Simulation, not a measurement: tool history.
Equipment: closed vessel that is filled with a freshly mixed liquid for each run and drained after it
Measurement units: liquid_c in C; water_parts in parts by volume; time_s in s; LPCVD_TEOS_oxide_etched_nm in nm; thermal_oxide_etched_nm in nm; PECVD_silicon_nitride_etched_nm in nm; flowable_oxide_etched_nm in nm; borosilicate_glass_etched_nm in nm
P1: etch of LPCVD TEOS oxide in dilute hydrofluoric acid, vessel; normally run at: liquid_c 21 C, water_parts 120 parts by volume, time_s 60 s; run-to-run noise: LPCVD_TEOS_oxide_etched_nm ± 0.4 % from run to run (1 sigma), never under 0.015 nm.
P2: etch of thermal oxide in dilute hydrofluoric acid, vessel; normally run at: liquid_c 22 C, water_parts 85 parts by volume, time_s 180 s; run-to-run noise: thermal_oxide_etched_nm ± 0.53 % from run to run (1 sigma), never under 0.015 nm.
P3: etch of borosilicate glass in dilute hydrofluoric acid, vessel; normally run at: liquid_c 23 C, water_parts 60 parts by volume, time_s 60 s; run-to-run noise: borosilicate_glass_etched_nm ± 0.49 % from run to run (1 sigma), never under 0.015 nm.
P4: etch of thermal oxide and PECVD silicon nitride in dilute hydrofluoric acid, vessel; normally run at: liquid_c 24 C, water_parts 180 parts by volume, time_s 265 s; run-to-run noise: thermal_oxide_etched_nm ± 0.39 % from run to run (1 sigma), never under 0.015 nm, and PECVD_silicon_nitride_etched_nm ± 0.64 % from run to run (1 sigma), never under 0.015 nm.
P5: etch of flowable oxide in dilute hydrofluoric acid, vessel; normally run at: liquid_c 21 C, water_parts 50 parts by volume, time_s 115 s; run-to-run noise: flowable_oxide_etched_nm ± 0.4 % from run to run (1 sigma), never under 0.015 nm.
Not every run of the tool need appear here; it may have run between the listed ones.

| run | hour | process | liquid_c | water_parts | time_s | hours since the thermometer was replaced | hours since the hydrofluoric acid flow meter was replaced | LPCVD_TEOS_oxide_etched_nm | thermal_oxide_etched_nm | PECVD_silicon_nitride_etched_nm | flowable_oxide_etched_nm | borosilicate_glass_etched_nm |
|---|---|---|---|---|---|---|---|---|---|---|---|---|
| 1 | 10.2 | P1 | 21 | 120 | 60 | 385 | 308.3 | 17.373 |  |  |  |  |
| 2 | 23.3 | P2 | 30 | 85 | 180 | 398.1 | 321.4 |  | 13.199 |  |  |  |
| 3 | 34.7 | P4 | 24 | 180 | 265 | 409.5 | 332.8 |  | 6.5892 | 4.0337 |  |  |
| 4 | 41.5 | P4 | 24 | 180 | 265 | 416.3 | 339.6 |  | 6.5514 | 3.9648 |  |  |
| 5 | 50 | P1 | 17 | 120 | 85 | 424.8 | 348.1 | 21.06 |  |  |  |  |
| 6 | 56.7 | P1 | 21 | 120 | 60 | 431.5 | 354.8 | 17.538 |  |  |  |  |
| 7 | 66 | P1 | 21 | 120 | 60 | 440.8 | 364.1 | 17.552 |  |  |  |  |
| 8 | 78.6 | P1 | 21 | 120 | 60 | 453.4 | 376.7 | 17.557 |  |  |  |  |
| 9 | 85.4 | P1 | 21 | 70 | 60 | 460.2 | 383.5 | 31.861 |  |  |  |  |
| 10 | 98.3 | P5 | 21 | 20 | 115 | 473.1 | 396.4 |  |  |  | 143.49 |  |
| 11 | 109.6 | P1 | 21 | 120 | 115 | 484.4 | 407.7 | 33.483 |  |  |  |  |
| 12 | 121.7 | P2 | 22 | 85 | 60 | 496.5 | 419.8 |  | 3.169 |  |  |  |
| 13 | 134.3 | P1 | 21 | 120 | 60 | 509.1 | 432.4 | 17.463 |  |  |  |  |
| 14 | 144.1 | P1 | 21 | 220 | 60 | 518.9 | 442.2 | 8.5824 |  |  |  |  |
| 15 | 154 | P1 | 17 | 120 | 60 | 528.8 | 452.1 | 14.806 |  |  |  |  |
| 16 | 164 | P4 | 32 | 180 | 265 | 538.8 | 462.1 |  | 8.7313 | 6.4939 |  |  |
| 17 | 170.2 | P4 | 24 | 305 | 265 | 545 | 468.3 |  | 3.399 | 2.359 |  |  |
| 18 | 178.4 | P2 | 22 | 25 | 180 | 553.2 | 476.5 |  | 34.78 |  |  |  |
| 19 | 185.4 | P4 | 24 | 180 | 65 | 560.2 | 483.5 |  | 1.5953 | 0.96652 |  |  |
| 20 | 198.6 | P1 | 21 | 120 | 60 | 573.4 | 496.7 | 17.474 |  |  |  |  |
| 21 | 205.7 | P1 | 21 | 120 | 30 | 580.5 | 503.8 | 8.7562 |  |  |  |  |
| 22 | 212.6 | P3 | 27 | 60 | 60 | 587.4 | 510.7 |  |  |  |  | 34.694 |
| 23 | 219.9 | P5 | 21 | 50 | 115 | 594.7 | 518 |  |  |  | 55.235 |  |
| 24 | 232 | P1 | 27 | 195 | 60 | 606.8 | 530.1 | 12.376 |  |  |  |  |
| 25 | 239.6 | P5 | 21 | 50 | 170 | 614.4 | 537.7 |  |  |  | 82.261 |  |
| 26 | 246.9 | P3 | 23 | 35 | 60 | 621.7 | 545 |  |  |  |  | 51.805 |
| 27 | 258.1 | P5 | 17 | 50 | 115 | 632.9 | 556.2 |  |  |  | 46.656 |  |
|  | 264.3 | thermometer replaced |
| 28 | 270.5 | P2 | 22 | 85 | 180 | 6.3 | 568.6 |  | 9.524 |  |  |  |
| 29 | 279.9 | P1 | 25.5 | 120 | 60 | 15.7 | 578 | 20.893 |  |  |  |  |
| 30 | 292.2 | P3 | 23 | 60 | 60 | 28 | 590.3 |  |  |  |  | 29.42 |
| 31 | 303.5 | P3 | 23 | 60 | 30 | 39.3 | 601.6 |  |  |  |  | 14.652 |
| 32 | 316 | P3 | 23 | 60 | 60 | 51.8 | 614.1 |  |  |  |  | 29.434 |
| 33 | 325 | P1 | 21 | 120 | 60 | 60.8 | 623.1 | 17.473 |  |  |  |  |
| 34 | 338.3 | P1 | 21 | 120 | 60 | 74.1 | 636.4 | 16.776 |  |  |  |  |
| 35 | 348.3 | P1 | 21 | 120 | 60 | 84.1 | 646.4 | 16.63 |  |  |  |  |
| 36 | 356.6 | P1 | 21 | 120 | 60 | 92.4 | 654.7 | 16.307 |  |  |  |  |
| 37 | 365.5 | P1 | 21 | 120 | 60 | 101.3 | 663.6 | 16.222 |  |  |  |  |
| 38 | 376.1 | P1 | 21 | 120 | 60 | 111.9 | 674.2 | 16.218 |  |  |  |  |
| 39 | 389.7 | P1 | 21 | 120 | 60 | 125.5 | 687.8 | 16.231 |  |  |  |  |
| 40 | 398.2 | P1 | 21 | 120 | 60 | 134 | 696.3 | 16.263 |  |  |  |  |

What P1 gives has crept away from where it was. These 2 causes fit the log equally well, each at the size given:
A: liquid colder than its thermometer reads (K) = 1.91
B: hydrofluoric acid flow below the setpoint (%) = 6.55
The creep began at about hour 325.

Each of the 4 check runs below uses one wafer; its results are left as question marks. Which run tells the causes apart?
| check 1 | 406.7 | P2 | 22 | 85 | 180 |  |  |  | ? |  |  |  |
| check 2 | 406.7 | P4 | 24 | 180 | 265 |  |  |  | ? | ? |  |  |
| check 3 | 406.7 | P3 | 23 | 60 | 60 |  |  |  |  |  |  | ? |
| check 4 | 406.7 | P5 | 21 | 50 | 115 |  |  |  |  |  | ? |  |

Outcome of each check run for each possible cause:
| check | result | if A | if B |
|---|---|---|---|
| check 1 | thermal_oxide_etched_nm | 8.8058 | 8.8379 |
| check 2 | thermal_oxide_etched_nm | 6.1048 | 6.0484 |
| check 2 | PECVD_silicon_nitride_etched_nm | 3.5211 | 3.7228 |
| check 3 | borosilicate_glass_etched_nm | 27.19 | 27.356 |
| check 4 | flowable_oxide_etched_nm | 51.046 | 51.515 |
Separation of the two closest causes in each check, using whichever result separates them best: check 1 0.36 %; check 2 5.57 %; check 3 0.61 %; check 4 0.91 %
Check 2 is the one run that separates the causes; every other check would come out nearly the same whichever cause is at work.

The results of check 2 are: thermal_oxide_etched_nm 6.1223 nm; PECVD_silicon_nitride_etched_nm 3.4935 nm. Based on these, which of the listed causes is it?

A is the cause: liquid colder than its thermometer reads (K).
